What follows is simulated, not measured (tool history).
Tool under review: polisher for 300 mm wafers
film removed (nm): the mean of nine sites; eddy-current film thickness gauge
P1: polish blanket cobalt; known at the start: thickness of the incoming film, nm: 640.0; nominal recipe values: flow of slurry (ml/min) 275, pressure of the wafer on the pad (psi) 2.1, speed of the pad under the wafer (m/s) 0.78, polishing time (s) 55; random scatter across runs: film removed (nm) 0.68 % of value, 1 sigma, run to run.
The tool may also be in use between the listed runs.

run	hour	flow of slurry (ml/min)	pressure of the wafer on the pad (psi)	speed of the pad under the wafer (m/s)	polishing time (s)	film removed (nm)
1	7.6	275	2.1	0.78	55	246.44
2	16.3	275	2.1	0.78	75	335.56
3	26.4	275	2.7	0.78	55	316.85
4	32.7	275	2.1	0.78	25	112.47
5	42.9	425	2.1	0.78	55	255.59
# hour 46.1: head pressure recalibrated
6	53.4	275	2.1	0.78	55	248.05
7	60.2	275	2.1	0.48	55	153.82
8	67.2	275	2.1	0.78	55	247.22
9	73.0	275	2.1	0.78	55	245.71
10	78.7	165	2.1	0.78	72	304.04
11	84.5	275	2.8	0.78	28	168.32
12	93.6	275	2.1	1.06	55	334.67

Predict the results of run 13:
13	101.2	275	1.6	0.78	55	?

film removed (nm): 189.85
